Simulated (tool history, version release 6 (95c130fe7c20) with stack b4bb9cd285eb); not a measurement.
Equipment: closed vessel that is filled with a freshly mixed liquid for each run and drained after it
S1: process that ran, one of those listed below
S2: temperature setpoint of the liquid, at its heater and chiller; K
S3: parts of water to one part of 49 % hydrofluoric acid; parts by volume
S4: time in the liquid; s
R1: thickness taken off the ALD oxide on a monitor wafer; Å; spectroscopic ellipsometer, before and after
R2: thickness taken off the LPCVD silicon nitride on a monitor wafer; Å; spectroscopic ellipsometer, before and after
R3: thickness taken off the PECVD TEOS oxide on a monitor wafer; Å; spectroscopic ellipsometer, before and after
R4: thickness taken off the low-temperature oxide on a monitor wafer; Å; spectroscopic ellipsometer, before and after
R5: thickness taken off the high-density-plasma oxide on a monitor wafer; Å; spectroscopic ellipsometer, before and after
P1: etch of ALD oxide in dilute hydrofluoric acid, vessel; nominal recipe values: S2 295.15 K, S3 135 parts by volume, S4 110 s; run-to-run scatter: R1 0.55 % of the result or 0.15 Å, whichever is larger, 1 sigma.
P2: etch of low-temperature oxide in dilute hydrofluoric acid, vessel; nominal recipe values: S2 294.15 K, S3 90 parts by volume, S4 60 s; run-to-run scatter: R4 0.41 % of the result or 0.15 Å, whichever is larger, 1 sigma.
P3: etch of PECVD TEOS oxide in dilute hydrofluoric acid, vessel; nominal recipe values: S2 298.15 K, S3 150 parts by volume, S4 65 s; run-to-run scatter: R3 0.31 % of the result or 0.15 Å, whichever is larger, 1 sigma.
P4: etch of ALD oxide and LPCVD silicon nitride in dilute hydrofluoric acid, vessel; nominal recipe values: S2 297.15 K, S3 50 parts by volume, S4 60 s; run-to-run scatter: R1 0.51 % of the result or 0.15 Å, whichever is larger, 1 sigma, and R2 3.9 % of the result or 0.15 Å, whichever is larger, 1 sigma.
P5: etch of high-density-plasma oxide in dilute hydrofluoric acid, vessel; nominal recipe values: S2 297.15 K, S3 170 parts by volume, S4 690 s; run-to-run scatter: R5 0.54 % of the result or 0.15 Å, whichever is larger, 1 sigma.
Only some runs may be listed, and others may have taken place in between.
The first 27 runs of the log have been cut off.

| run | day | S1 | S2 | S3 | S4 | R1 | R2 | R3 | R4 | R5 |
|---|---|---|---|---|---|---|---|---|---|---|
| 28 | 11.962 | P1 | 295.15 | 135 | 185 | 187.580 |  |  |  |  |
| 29 | 12.388 | P2 | 290.15 | 90 | 60 |  |  |  | 122.310 |  |
| 30 | 12.792 | P3 | 298.15 | 255 | 65 |  |  | 46.769 |  |  |
| 31 | 13.158 | P1 | 290.15 | 135 | 110 | 90.579 |  |  |  |  |
| 32 | 13.517 | P1 | 295.15 | 210 | 110 | 66.844 |  |  |  |  |
| 33 | 14.029 | P3 | 290.65 | 150 | 65 |  |  | 66.435 |  |  |
| 34 | 14.425 | P5 | 297.15 | 35 | 690 |  |  |  |  | 1103.5000 |
| 35 | 14.717 | P1 | 295.15 | 75 | 110 | 218.370 |  |  |  |  |
| 36 | 15.054 | P1 | 295.15 | 135 | 110 | 112.160 |  |  |  |  |

Estimate the outcome of run 37 from the log above:
| 37 | 15.488 | P1 | 295.15 | 135 | 110 | ? |  |  |  |  |

R1: 108.430 Å
